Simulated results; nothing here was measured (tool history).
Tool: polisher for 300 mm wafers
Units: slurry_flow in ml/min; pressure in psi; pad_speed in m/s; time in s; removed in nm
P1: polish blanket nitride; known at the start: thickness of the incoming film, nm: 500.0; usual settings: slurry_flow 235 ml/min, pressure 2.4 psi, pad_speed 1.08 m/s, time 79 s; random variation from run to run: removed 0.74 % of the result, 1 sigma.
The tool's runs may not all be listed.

run	hour	slurry_flow	pressure	pad_speed	time	wafers polished on this pad	hours since the slurry nozzle was cleaned	hours since the head pressure was calibrated	removed
1	15.6	235	2.4	1.08	79	527	124.4	428.1	80.464
2	25.4	235	2.4	1.08	124	646	134.2	437.9	126.490
3	37.9	235	2.4	1.08	79	797	146.7	450.4	79.632
4	50.2	235	2.4	1.08	79	946	159.0	462.7	78.749
# hour 60.8: slurry nozzle cleaned
5	63.3	235	1.1	1.08	79	1104	2.5	475.8	36.461
6	75.1	235	2.4	1.56	79	1247	14.3	487.6	106.860
7	87.0	335	2.4	1.08	79	1390	26.2	499.5	83.057
8	95.0	140	2.4	1.08	79	1487	34.2	507.5	74.267
9	111.1	235	2.4	1.08	79	1682	50.3	523.6	79.751
10	123.5	235	2.4	0.58	79	1831	62.7	536.0	48.831
11	131.4	235	2.4	1.08	79	1927	70.6	543.9	79.802
12	145.3	235	2.4	1.08	36	2095	84.5	557.8	36.234
13	155.1	235	2.4	1.08	79	2213	94.3	567.6	80.125
14	167.6	330	2.4	1.46	79	2364	106.8	580.1	105.270
15	176.1	235	3.6	1.08	79	2467	115.3	588.6	119.300
16	189.8	235	2.4	1.08	79	2633	129.0	602.3	79.974
17	202.3	235	2.4	1.08	79	2784	141.5	614.8	78.543
18	216.0	235	2.4	1.08	79	2949	155.2	628.5	77.107
19	223.4	235	2.4	1.08	79	3039	162.6	635.9	75.793
20	232.0	235	2.4	1.08	79	3143	171.2	644.5	76.479
21	241.9	235	2.4	1.08	79	3262	181.1	654.4	76.329
22	253.5	235	2.4	1.08	79	3403	192.7	666.0	75.949
23	265.9	235	2.4	1.08	79	3552	205.1	678.4	75.512
# hour 273.0: head pressure recalibrated
24	274.3	235	2.4	1.08	79	3654	213.5	1.4	76.441
25	284.0	235	2.4	1.08	79	3771	223.2	11.1	74.672
26	299.1	235	2.4	1.08	79	3954	238.3	26.2	74.849

The next listed run, before its measurement:
27	310.4	235	2.4	1.08	79	4090	249.6	37.5	?

{"run 27": {"removed": 75.159}}
